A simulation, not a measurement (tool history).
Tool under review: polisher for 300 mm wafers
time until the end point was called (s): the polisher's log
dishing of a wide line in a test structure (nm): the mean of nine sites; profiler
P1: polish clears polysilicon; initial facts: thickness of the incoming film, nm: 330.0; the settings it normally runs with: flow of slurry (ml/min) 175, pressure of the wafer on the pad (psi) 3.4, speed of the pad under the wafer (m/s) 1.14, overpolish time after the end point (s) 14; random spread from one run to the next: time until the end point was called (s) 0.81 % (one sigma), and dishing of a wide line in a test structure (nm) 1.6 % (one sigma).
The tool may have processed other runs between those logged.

run,hour,flow of slurry (ml/min),pressure of the wafer on the pad (psi),speed of the pad under the wafer (m/s),overpolish time after the end point (s),wafers polished on this pad,hours since the slurry nozzle was cleaned,hours since the head pressure was calibrated,time until the end point was called (s),dishing of a wide line in a test structure (nm)
1,5.2,175,3.4,1.14,14,406,360.8,534.9,15.8400,66.928
2,8.6,175,3.4,0.78,14,434,364.2,538.3,23.0230,63.159
3,11.6,175,3.4,1.14,24,459,367.2,541.3,15.8900,69.332
4,15.2,175,4.7,1.42,14,489,370.8,544.9,9.0675,69.094
5,20.2,175,3.4,1.14,14,530,375.8,549.9,15.7240,67.269
6,25.7,270,3.4,1.14,14,576,381.3,555.4,15.0010,65.422
# hour 27.2: slurry nozzle cleaned
# hour 29.9: head pressure recalibrated
7,30.0,175,3.4,1.14,14,612,2.8,0.1,15.9130,67.210
8,32.8,130,3.4,1.14,23,635,5.6,2.9,16.7630,66.186
9,35.6,175,3.4,1.14,14,659,8.4,5.7,15.8170,68.056
10,38.1,175,1.8,1.14,14,679,10.9,8.2,30.1200,61.171
11,43.1,175,5.4,1.14,14,721,15.9,13.2,10.0290,65.077
12,46.8,175,3.4,1.68,14,752,19.6,16.9,10.7740,66.937
13,50.4,175,3.4,1.14,14,782,23.2,20.5,15.7400,68.920
14,53.0,175,2.3,1.14,24,803,25.8,23.1,23.1020,67.144
15,57.8,175,3.4,1.14,4,843,30.6,27.9,15.7020,47.572
16,61.6,105,3.4,1.14,14,875,34.4,31.7,17.2830,68.442
17,63.9,175,3.4,1.14,14,894,36.7,34.0,15.8930,67.208
18,69.1,175,3.4,1.14,14,937,41.9,39.2,16.1390,66.189
19,71.6,175,3.4,1.14,14,958,44.4,41.7,16.1860,67.069
20,75.1,175,3.4,1.14,14,987,47.9,45.2,16.3820,66.878
21,77.7,175,3.4,1.14,14,1009,50.5,47.8,16.1590,67.111
22,82.6,175,3.4,1.14,14,1050,55.4,52.7,16.5720,67.055
23,87.2,175,3.4,1.14,14,1088,60.0,57.3,16.3540,67.970
24,92.5,175,3.4,1.14,14,1132,65.3,62.6,16.6850,65.557
# hour 92.7: head pressure recalibrated
25,97.7,175,3.4,1.14,14,1175,70.5,5.0,16.6850,67.936
26,101.8,175,3.4,1.14,14,1209,74.6,9.1,16.8440,66.854
27,106.0,175,3.4,1.14,14,1244,78.8,13.3,16.7050,67.183
28,111.3,175,3.4,1.14,14,1288,84.1,18.6,16.6860,67.134

The output of P1 has drifted from where it used to be. Each of the 2 causes below, taken at the size shown beside it, accounts for the log equally well:
A: removal rate lost through wear of the pad, % = 6.03
B: slurry flow missing at the pad, % = 29.7
The process output started creeping at around hour 63.9.
Excluded causes, each with its reason:
head's pressure below its setpoint, %: serviced at hour 92.7, after the drift had started, without restoring the earlier output

Below are 4 check runs, each averaged over 3 wafers, with their results shown as question marks. Which of them would give clearly different results depending on which cause is behind the drift?
check 1,116.6,175,4.7,1.62,14,,,,?,?
check 2,116.6,175,2.3,1.66,14,,,,?,?
check 3,116.6,105,4.4,1.14,14,,,,?,?
check 4,116.6,175,5.3,1.14,14,,,,?,?

If the cause were each of the candidates in turn, the checks would give the following:
check,result,if A,if B
check 1,time until the end point was called (s),8.5354,8.5350
check 1,dishing of a wide line in a test structure (nm),67.714,67.714
check 2,time until the end point was called (s),17.0220,17.0210
check 2,dishing of a wide line in a test structure (nm),66.471,66.471
check 3,time until the end point was called (s),14.2800,14.8020
check 3,dishing of a wide line in a test structure (nm),67.148,67.041
check 4,time until the end point was called (s),10.7560,10.7560
check 4,dishing of a wide line in a test structure (nm),67.614,67.614
Separation of the two closest causes in each check, using whichever result separates them best: check 1 0 %; check 2 0 %; check 3 3.59 %; check 4 0 %
The other checks would show nearly matching results whichever cause is true, so check 3 is the only one that separates the causes.

Here is what check 3 returned: time until the end point was called (s) 14.7250; dishing of a wide line in a test structure (nm) 67.277. Which cause is it?

The cause is B: slurry flow missing at the pad, %.
